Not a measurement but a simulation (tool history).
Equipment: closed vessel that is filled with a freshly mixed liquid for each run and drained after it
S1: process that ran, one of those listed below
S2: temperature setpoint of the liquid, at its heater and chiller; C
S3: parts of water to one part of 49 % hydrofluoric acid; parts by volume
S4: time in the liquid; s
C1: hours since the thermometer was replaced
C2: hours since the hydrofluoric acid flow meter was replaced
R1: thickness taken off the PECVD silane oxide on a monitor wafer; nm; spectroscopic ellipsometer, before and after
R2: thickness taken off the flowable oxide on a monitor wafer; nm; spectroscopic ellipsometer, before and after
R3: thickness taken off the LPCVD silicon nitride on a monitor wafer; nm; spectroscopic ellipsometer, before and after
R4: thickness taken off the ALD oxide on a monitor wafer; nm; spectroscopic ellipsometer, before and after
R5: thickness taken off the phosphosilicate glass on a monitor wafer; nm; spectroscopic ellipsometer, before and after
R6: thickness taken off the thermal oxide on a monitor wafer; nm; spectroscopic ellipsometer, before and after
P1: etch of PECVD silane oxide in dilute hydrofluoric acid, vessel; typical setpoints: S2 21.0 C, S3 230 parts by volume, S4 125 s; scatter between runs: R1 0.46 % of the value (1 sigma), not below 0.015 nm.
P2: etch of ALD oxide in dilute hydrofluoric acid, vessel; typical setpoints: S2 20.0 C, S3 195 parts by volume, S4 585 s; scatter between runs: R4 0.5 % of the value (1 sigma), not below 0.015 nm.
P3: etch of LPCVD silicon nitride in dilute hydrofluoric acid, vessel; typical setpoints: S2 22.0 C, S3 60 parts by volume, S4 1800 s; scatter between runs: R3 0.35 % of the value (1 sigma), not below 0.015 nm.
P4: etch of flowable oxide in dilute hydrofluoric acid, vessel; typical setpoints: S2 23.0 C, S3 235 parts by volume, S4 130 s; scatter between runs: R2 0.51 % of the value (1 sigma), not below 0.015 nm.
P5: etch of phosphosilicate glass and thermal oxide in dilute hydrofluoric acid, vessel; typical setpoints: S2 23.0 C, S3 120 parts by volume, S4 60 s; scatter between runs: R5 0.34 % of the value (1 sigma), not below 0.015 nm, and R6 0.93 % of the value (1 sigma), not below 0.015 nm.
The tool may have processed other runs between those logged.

| run | hour | S1 | S2 | S3 | S4 | C1 | C2 | R1 | R2 | R3 | R4 | R5 | R6 |
|---|---|---|---|---|---|---|---|---|---|---|---|---|---|
| 1 | 5.1 | P1 | 21.0 | 230 | 125 | 336.9 | 695.5 | 10.3830 |  |  |  |  |  |
| 2 | 12.3 | P1 | 21.0 | 65 | 125 | 344.1 | 702.7 | 44.4730 |  |  |  |  |  |
| 3 | 16.2 | P4 | 23.0 | 135 | 130 | 348.0 | 706.6 |  | 59.597 |  |  |  |  |
| 4 | 23.7 | P1 | 21.0 | 230 | 125 | 355.5 | 714.1 | 10.3770 |  |  |  |  |  |
| 5 | 27.5 | P4 | 30.5 | 235 | 130 | 359.3 | 717.9 |  | 39.889 |  |  |  |  |
| 6 | 31.4 | P4 | 23.0 | 235 | 130 | 363.2 | 721.8 |  | 30.592 |  |  |  |  |
| 7 | 37.4 | P1 | 26.0 | 230 | 180 | 369.2 | 727.8 | 18.0160 |  |  |  |  |  |
| 8 | 43.8 | P3 | 22.0 | 105 | 1800 | 375.6 | 734.2 |  |  | 7.3955 |  |  |  |
| 9 | 48.1 | P2 | 20.0 | 195 | 585 | 379.9 | 738.5 |  |  |  | 28.265 |  |  |
| 10 | 54.0 | P1 | 21.0 | 230 | 125 | 385.8 | 744.4 | 10.3950 |  |  |  |  |  |
| 11 | 59.3 | P5 | 23.0 | 120 | 95 | 391.1 | 749.7 |  |  |  |  | 87.091 | 3.4578 |
| 12 | 64.1 | P3 | 27.5 | 60 | 1800 | 395.9 | 754.5 |  |  | 18.5790 |  |  |  |
| 13 | 67.7 | P1 | 21.0 | 230 | 125 | 399.5 | 758.1 | 10.3580 |  |  |  |  |  |
| 14 | 74.1 | P4 | 23.0 | 235 | 215 | 405.9 | 764.5 |  | 50.955 |  |  |  |  |
| 15 | 78.0 | P1 | 17.0 | 230 | 125 | 409.8 | 768.4 | 8.9400 |  |  |  |  |  |
| 16 | 82.0 | P5 | 23.0 | 120 | 60 | 413.8 | 772.4 |  |  |  |  | 55.651 | 2.2261 |
| 17 | 88.8 | P1 | 21.0 | 335 | 125 | 420.6 | 779.2 | 6.5095 |  |  |  |  |  |
| 18 | 95.3 | P1 | 21.0 | 230 | 65 | 427.1 | 785.7 | 5.4196 |  |  |  |  |  |
| 19 | 99.9 | P3 | 22.0 | 60 | 1800 | 431.7 | 790.3 |  |  | 12.7530 |  |  |  |
| 20 | 105.4 | P1 | 25.0 | 230 | 125 | 437.2 | 795.8 | 12.0830 |  |  |  |  |  |
| 21 | 109.0 | P2 | 17.0 | 195 | 585 | 440.8 | 799.4 |  |  |  | 25.322 |  |  |
| 22 | 114.6 | P5 | 28.0 | 120 | 60 | 446.4 | 805.0 |  |  |  |  | 67.034 | 2.6817 |
| 23 | 120.9 | P1 | 21.0 | 230 | 125 | 452.7 | 811.3 | 10.3390 |  |  |  |  |  |
| 24 | 128.2 | P1 | 21.0 | 230 | 200 | 460.0 | 818.6 | 16.8240 |  |  |  |  |  |
| 25 | 132.5 | P4 | 23.0 | 235 | 130 | 464.3 | 822.9 |  | 30.641 |  |  |  |  |
| 26 | 139.1 | P2 | 20.0 | 70 | 585 | 470.9 | 829.5 |  |  |  | 91.106 |  |  |
| 27 | 143.8 | P5 | 23.0 | 25 | 60 | 475.6 | 834.2 |  |  |  |  | 298.260 | 12.0570 |
|  | 146.9 | thermometer replaced |
| 28 | 149.7 | P3 | 22.0 | 60 | 3030 | 2.9 | 840.1 |  |  | 21.3940 |  |  |  |
| 29 | 156.9 | P1 | 21.0 | 230 | 125 | 10.1 | 847.3 | 10.4440 |  |  |  |  |  |
| 30 | 162.4 | P2 | 20.0 | 195 | 230 | 15.6 | 852.8 |  |  |  | 11.271 |  |  |
| 31 | 169.6 | P1 | 21.0 | 230 | 125 | 22.8 | 860.0 | 10.4480 |  |  |  |  |  |
| 32 | 175.1 | P1 | 21.0 | 230 | 125 | 28.3 | 865.5 | 10.6370 |  |  |  |  |  |
| 33 | 178.6 | P1 | 21.0 | 230 | 125 | 31.8 | 869.0 | 10.8380 |  |  |  |  |  |
| 34 | 185.0 | P1 | 21.0 | 230 | 125 | 38.2 | 875.4 | 10.9690 |  |  |  |  |  |
| 35 | 188.5 | P1 | 21.0 | 230 | 125 | 41.7 | 878.9 | 10.8790 |  |  |  |  |  |
| 36 | 195.7 | P1 | 21.0 | 230 | 125 | 48.9 | 886.1 | 10.9090 |  |  |  |  |  |
| 37 | 200.2 | P1 | 21.0 | 230 | 125 | 53.4 | 890.6 | 11.0210 |  |  |  |  |  |

What P1 gives has crept away from where it was. These 2 causes fit the log equally well, each at the size given:
A: liquid hotter than its thermometer reads (K) = 1.4
B: hydrofluoric acid flow above the setpoint (%) = 4.36
Onset of the creep was near hour 169.6.

Each of the 4 check runs below uses one wafer; its results are left as question marks. Which run tells the causes apart?
| check 1 | 204.7 | P2 | 20.0 | 195 | 585 |  |  |  |  |  | ? |  |  |
| check 2 | 204.7 | P5 | 23.0 | 120 | 60 |  |  |  |  |  |  | ? | ? |
| check 3 | 204.7 | P3 | 22.0 | 60 | 1800 |  |  |  |  | ? |  |  |  |
| check 4 | 204.7 | P4 | 23.0 | 235 | 130 |  |  |  | ? |  |  |  |  |

Outcome of each check run for each possible cause:
| check | result | if A | if B |
|---|---|---|---|
| check 1 | R4 | 30.047 | 29.956 |
| check 2 | R5 | 58.424 | 58.056 |
| check 2 | R6 | 2.3294 | 2.3148 |
| check 3 | R3 | 14.0550 | 13.3280 |
| check 4 | R2 | 32.240 | 32.302 |
Per-check spread between the two closest causes, in the result where they differ most: check 1 0.3 %; check 2 0.63 %; check 3 5.31 %; check 4 0.19 %
Check 3 distinguishes between the causes, while the remaining checks would return nearly the same result for all of them.

Check 3 has now been run. It gave: R3 13.3150 nm. Which of the candidate causes is it?

Of the candidate causes, it is B: hydrofluoric acid flow above the setpoint (%).

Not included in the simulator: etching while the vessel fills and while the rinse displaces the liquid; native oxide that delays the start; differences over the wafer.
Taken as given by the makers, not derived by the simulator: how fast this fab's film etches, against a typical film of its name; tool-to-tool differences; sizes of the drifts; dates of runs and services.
